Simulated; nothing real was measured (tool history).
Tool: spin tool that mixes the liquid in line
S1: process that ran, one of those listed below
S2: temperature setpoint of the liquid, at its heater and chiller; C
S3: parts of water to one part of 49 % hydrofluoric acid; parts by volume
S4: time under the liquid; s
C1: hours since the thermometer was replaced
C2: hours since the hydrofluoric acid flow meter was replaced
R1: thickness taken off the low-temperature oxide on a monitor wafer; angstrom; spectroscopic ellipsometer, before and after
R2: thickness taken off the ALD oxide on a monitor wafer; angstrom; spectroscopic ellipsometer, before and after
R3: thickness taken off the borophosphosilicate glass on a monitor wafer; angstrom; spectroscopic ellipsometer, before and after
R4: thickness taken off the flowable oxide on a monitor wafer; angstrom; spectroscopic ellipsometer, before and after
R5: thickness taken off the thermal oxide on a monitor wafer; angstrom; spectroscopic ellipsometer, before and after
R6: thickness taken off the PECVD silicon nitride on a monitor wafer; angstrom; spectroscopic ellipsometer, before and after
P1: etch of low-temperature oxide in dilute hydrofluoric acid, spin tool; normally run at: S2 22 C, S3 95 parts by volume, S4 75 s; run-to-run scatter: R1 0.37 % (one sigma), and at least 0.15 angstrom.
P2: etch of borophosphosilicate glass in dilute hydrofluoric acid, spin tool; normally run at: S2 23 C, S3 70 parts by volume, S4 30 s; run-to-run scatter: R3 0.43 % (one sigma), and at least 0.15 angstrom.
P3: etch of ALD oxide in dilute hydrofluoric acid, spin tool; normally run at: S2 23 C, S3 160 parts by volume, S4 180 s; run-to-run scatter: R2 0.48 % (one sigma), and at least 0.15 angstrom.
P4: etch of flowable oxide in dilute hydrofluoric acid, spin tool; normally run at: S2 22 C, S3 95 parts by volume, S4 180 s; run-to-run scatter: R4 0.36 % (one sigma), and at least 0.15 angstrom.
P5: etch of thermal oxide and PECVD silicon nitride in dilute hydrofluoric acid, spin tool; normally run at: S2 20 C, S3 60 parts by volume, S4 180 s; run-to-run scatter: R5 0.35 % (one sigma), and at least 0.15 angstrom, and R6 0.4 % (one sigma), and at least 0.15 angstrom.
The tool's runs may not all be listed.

{"run": 1, "day": 0.204, "S1": "P1", "S2": 22, "S3": 95, "S4": 75, "C1": 332.6, "C2": 821.1, "R1": 127.15}
{"run": 2, "day": 0.346, "S1": "P3", "S2": 30.5, "S3": 160, "S4": 180, "C1": 336, "C2": 824.5, "R2": 130.71}
{"run": 3, "day": 0.55, "S1": "P2", "S2": 23, "S3": 70, "S4": 30, "C1": 340.9, "C2": 829.4, "R3": 172.05}
{"run": 4, "day": 0.808, "S1": "P1", "S2": 17, "S3": 95, "S4": 75, "C1": 347.1, "C2": 835.6, "R1": 103.7}
{"run": 5, "day": 1.054, "S1": "P2", "S2": 23, "S3": 70, "S4": 30, "C1": 353, "C2": 841.5, "R3": 171.19}
{"run": 6, "day": 1.271, "S1": "P1", "S2": 22, "S3": 95, "S4": 75, "C1": 358.2, "C2": 846.7, "R1": 127.25}
{"run": 7, "day": 1.475, "S1": "P3", "S2": 23, "S3": 160, "S4": 180, "C1": 363.1, "C2": 851.6, "R2": 99.852}
{"run": 8, "day": 1.75, "S1": "P1", "S2": 22, "S3": 95, "S4": 75, "C1": 369.7, "C2": 858.2, "R1": 126.74}
{"run": 9, "day": 1.929, "S1": "P1", "S2": 29, "S3": 95, "S4": 75, "C1": 374, "C2": 862.5, "R1": 166.86}
{"run": 10, "day": 2.129, "S1": "P1", "S2": 22, "S3": 165, "S4": 75, "C1": 378.8, "C2": 867.3, "R1": 67.698}
{"run": 11, "day": 2.417, "S1": "P3", "S2": 23, "S3": 90, "S4": 180, "C1": 385.7, "C2": 874.2, "R2": 191.52}
{"run": 12, "day": 2.708, "S1": "P4", "S2": 22, "S3": 95, "S4": 325, "C1": 392.7, "C2": 881.2, "R4": 914.84}
{"run": 13, "day": 2.996, "S1": "P4", "S2": 22, "S3": 95, "S4": 180, "C1": 399.6, "C2": 888.1, "R4": 509.59}
{"run": 14, "day": 3.3, "S1": "P4", "S2": 22, "S3": 95, "S4": 180, "C1": 406.9, "C2": 895.4, "R4": 511.55}
{"run": 15, "day": 3.529, "S1": "P1", "S2": 22, "S3": 95, "S4": 75, "C1": 412.4, "C2": 900.9, "R1": 126.64}
{"run": 16, "day": 3.721, "S1": "P1", "S2": 22, "S3": 95, "S4": 75, "C1": 417, "C2": 905.5, "R1": 126.96}
{"run": 17, "day": 4.008, "S1": "P1", "S2": 22, "S3": 25, "S4": 75, "C1": 423.9, "C2": 912.4, "R1": 528.52}
{"run": 18, "day": 4.242, "S1": "P2", "S2": 23, "S3": 25, "S4": 30, "C1": 429.5, "C2": 918, "R3": 511.57}
{"run": 19, "day": 4.446, "S1": "P1", "S2": 17, "S3": 45, "S4": 75, "C1": 434.4, "C2": 922.9, "R1": 231.09}
{"run": 20, "day": 4.642, "S1": "P1", "S2": 22, "S3": 95, "S4": 75, "C1": 439.1, "C2": 927.6, "R1": 126.82}
{"run": 21, "day": 4.779, "S1": "P2", "S2": 23, "S3": 70, "S4": 50, "C1": 442.4, "C2": 930.9, "R3": 285.73}
{"run": 22, "day": 5.017, "S1": "P5", "S2": 20, "S3": 30, "S4": 180, "C1": 448.1, "C2": 936.6, "R5": 264.51, "R6": 250.37}
{"run": 23, "day": 5.192, "S1": "P1", "S2": 25.5, "S3": 95, "S4": 145, "C1": 452.3, "C2": 940.8, "R1": 283.97}
{"run": 24, "day": 5.379, "S1": "P5", "S2": 20, "S3": 60, "S4": 95, "C1": 456.8, "C2": 945.3, "R5": 66.856, "R6": 67.743}
{"run": 25, "day": 5.55, "S1": "P5", "S2": 25, "S3": 60, "S4": 180, "C1": 460.9, "C2": 949.4, "R5": 157.4, "R6": 180.22}
{"run": 26, "day": 5.833, "S1": "P2", "S2": 27.5, "S3": 70, "S4": 30, "C1": 467.7, "C2": 956.2, "R3": 205.36}
{"run": 27, "day": 6.038, "S1": "P3", "S2": 23, "S3": 160, "S4": 80, "C1": 472.6, "C2": 961.1, "R2": 44.266}
{"run": 28, "day": 6.292, "S1": "P4", "S2": 30, "S3": 95, "S4": 180, "C1": 478.7, "C2": 967.2, "R4": 695.64}
{"run": 29, "day": 6.433, "S1": "P3", "S2": 23, "S3": 160, "S4": 180, "C1": 482.1, "C2": 970.6, "R2": 99.804}
{"run": 30, "day": 6.621, "S1": "P1", "S2": 25.5, "S3": 95, "S4": 30, "C1": 486.6, "C2": 975.1, "R1": 58.773}
{"run": 31, "day": 6.771, "S1": "P5", "S2": 20, "S3": 60, "S4": 180, "C1": 490.2, "C2": 978.7, "R5": 127.92, "R6": 129.06}
{"run": 32, "day": 7.075, "S1": "P1", "S2": 22, "S3": 95, "S4": 35, "C1": 497.5, "C2": 986, "R1": 59.014}
{"run": 33, "day": 7.262, "S1": "P4", "S2": 22, "S3": 140, "S4": 180, "C1": 502, "C2": 990.5, "R4": 327.84}
{"run": 34, "day": 7.533, "S1": "P1", "S2": 22, "S3": 95, "S4": 110, "C1": 508.5, "C2": 997, "R1": 185.56}
{"run": 35, "day": 7.733, "S1": "P1", "S2": 22, "S3": 95, "S4": 75, "C1": 513.3, "C2": 1001.8, "R1": 127.79}
{"run": 36, "day": 7.904, "S1": "P1", "S2": 22, "S3": 95, "S4": 75, "C1": 517.4, "C2": 1005.9, "R1": 121.92}
{"run": 37, "day": 8.083, "S1": "P1", "S2": 22, "S3": 95, "S4": 75, "C1": 521.7, "C2": 1010.2, "R1": 119.62}
{"run": 38, "day": 8.246, "S1": "P1", "S2": 22, "S3": 95, "S4": 75, "C1": 525.6, "C2": 1014.1, "R1": 117.88}
{"run": 39, "day": 8.458, "S1": "P1", "S2": 22, "S3": 95, "S4": 75, "C1": 530.7, "C2": 1019.2, "R1": 117.25}
{"run": 40, "day": 8.688, "S1": "P1", "S2": 22, "S3": 95, "S4": 75, "C1": 536.2, "C2": 1024.7, "R1": 116.9}
{"run": 41, "day": 8.892, "S1": "P1", "S2": 22, "S3": 95, "S4": 75, "C1": 541.1, "C2": 1029.6, "R1": 116.09}

What P1 gives has crept away from where it was. These 2 causes fit the log equally well, each at the size given:
A: liquid colder than its thermometer reads (K) = 2.17
B: hydrofluoric acid flow below the setpoint (%) = 7.63
The creep began at about day 7.733.

4 check runs are offered, one wafer each, their results left as question marks. Which one tells the causes apart?
{"run": "check 1", "day": 9.096, "S1": "P4", "S2": 22, "S3": 95, "S4": 180, "R4": "?"}
{"run": "check 2", "day": 9.096, "S1": "P3", "S2": 23, "S3": 160, "S4": 180, "R2": "?"}
{"run": "check 3", "day": 9.096, "S1": "P5", "S2": 20, "S3": 60, "S4": 180, "R5": "?", "R6": "?"}
{"run": "check 4", "day": 9.096, "S1": "P2", "S2": 23, "S3": 70, "S4": 30, "R3": "?"}

What each check would give under each cause:
check=check_1 result=R4 if_A=466.45 if_B=466.5
check=check_2 result=R2 if_A=91.256 if_B=90.378
check=check_3 result=R5 if_A=116.21 if_B=117.03
check=check_3 result=R6 if_A=110.16 if_B=118.61
check=check_4 result=R3 if_A=156.65 if_B=157.1
How far apart the two closest causes lie, in the result that separates them most: check 1 0.01 %; check 2 0.97 %; check 3 7.4 %; check 4 0.29 %
Check 3 tells the causes apart: in the others they would give nearly the same result.

Then check 3 was run and gave: R5 116.74 angstrom; R6 118.3 angstrom. Which cause is it?

It is B: hydrofluoric acid flow below the setpoint (%).
